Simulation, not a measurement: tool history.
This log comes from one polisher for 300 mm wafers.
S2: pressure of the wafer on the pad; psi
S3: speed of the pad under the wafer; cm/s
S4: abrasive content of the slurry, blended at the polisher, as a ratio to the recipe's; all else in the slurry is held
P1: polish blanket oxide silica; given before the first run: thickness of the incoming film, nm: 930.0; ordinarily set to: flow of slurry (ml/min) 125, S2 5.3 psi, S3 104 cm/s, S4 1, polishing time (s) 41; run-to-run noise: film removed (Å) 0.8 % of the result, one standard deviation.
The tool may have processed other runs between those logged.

Run 1, hour 6.3: flow of slurry (ml/min) 125, S2 5.3 psi, S3 104 cm/s, S4 1, polishing time (s) 41. Result: film removed (Å) 1729.2.
Run 2, hour 15.6: flow of slurry (ml/min) 125, S2 6.6 psi, S3 104 cm/s, S4 1.2, polishing time (s) 41. Result: film removed (Å) 2299.7.
Run 3, hour 27.3: flow of slurry (ml/min) 125, S2 5.3 psi, S3 104 cm/s, S4 1, polishing time (s) 19. Result: film removed (Å) 795.99.
Run 4, hour 37.9: flow of slurry (ml/min) 125, S2 5.3 psi, S3 46 cm/s, S4 1, polishing time (s) 41. Result: film removed (Å) 897.49.
Run 5, hour 45.1: flow of slurry (ml/min) 125, S2 5.3 psi, S3 104 cm/s, S4 1, polishing time (s) 41. Result: film removed (Å) 1689.1.
Run 6, hour 57.6: flow of slurry (ml/min) 125, S2 7.5 psi, S3 152 cm/s, S4 1, polishing time (s) 41. Result: film removed (Å) 3296.7.
Run 7, hour 71.2: flow of slurry (ml/min) 125, S2 5.3 psi, S3 104 cm/s, S4 1.25, polishing time (s) 41. Result: film removed (Å) 1877.5.
Run 8, hour 85.2: flow of slurry (ml/min) 125, S2 5.3 psi, S3 104 cm/s, S4 1, polishing time (s) 56. Result: film removed (Å) 2329.8.
Run 9, hour 99.6: flow of slurry (ml/min) 125, S2 5.3 psi, S3 104 cm/s, S4 1, polishing time (s) 41. Result: film removed (Å) 1691.2.
At hour 103.4: worn pad replaced by a new one.
Run 10, hour 110.5: flow of slurry (ml/min) 195, S2 5.3 psi, S3 104 cm/s, S4 1, polishing time (s) 41. Result: film removed (Å) 1829.3.
Run 11, hour 116.9: flow of slurry (ml/min) 80, S2 5.3 psi, S3 104 cm/s, S4 1, polishing time (s) 41. Result: film removed (Å) 1525.
Run 12, hour 128.1: flow of slurry (ml/min) 125, S2 5.3 psi, S3 104 cm/s, S4 1, polishing time (s) 41. Result: film removed (Å) 1690.9.
At hour 131.5: conditioning disc replaced and pad reconditioned.
Run 13, hour 138.9: flow of slurry (ml/min) 125, S2 5.3 psi, S3 104 cm/s, S4 0.8, polishing time (s) 41. Result: film removed (Å) 1524.8.
Run 14, hour 146.2: flow of slurry (ml/min) 125, S2 5.3 psi, S3 104 cm/s, S4 1, polishing time (s) 41. Result: film removed (Å) 1710.9.
Run 15, hour 159: flow of slurry (ml/min) 125, S2 2.4 psi, S3 104 cm/s, S4 1, polishing time (s) 41. Result: film removed (Å) 777.22.
Run 16, hour 171: flow of slurry (ml/min) 125, S2 8.4 psi, S3 104 cm/s, S4 1, polishing time (s) 41. Result: film removed (Å) 2681.3.

Forecast run 17:
Run 17, hour 185.4: flow of slurry (ml/min) 125, S2 5.3 psi, S3 162 cm/s, S4 1, polishing time (s) 41. Result: film removed (Å) ?.

Run 17 gave film removed (Å) 2425.4.
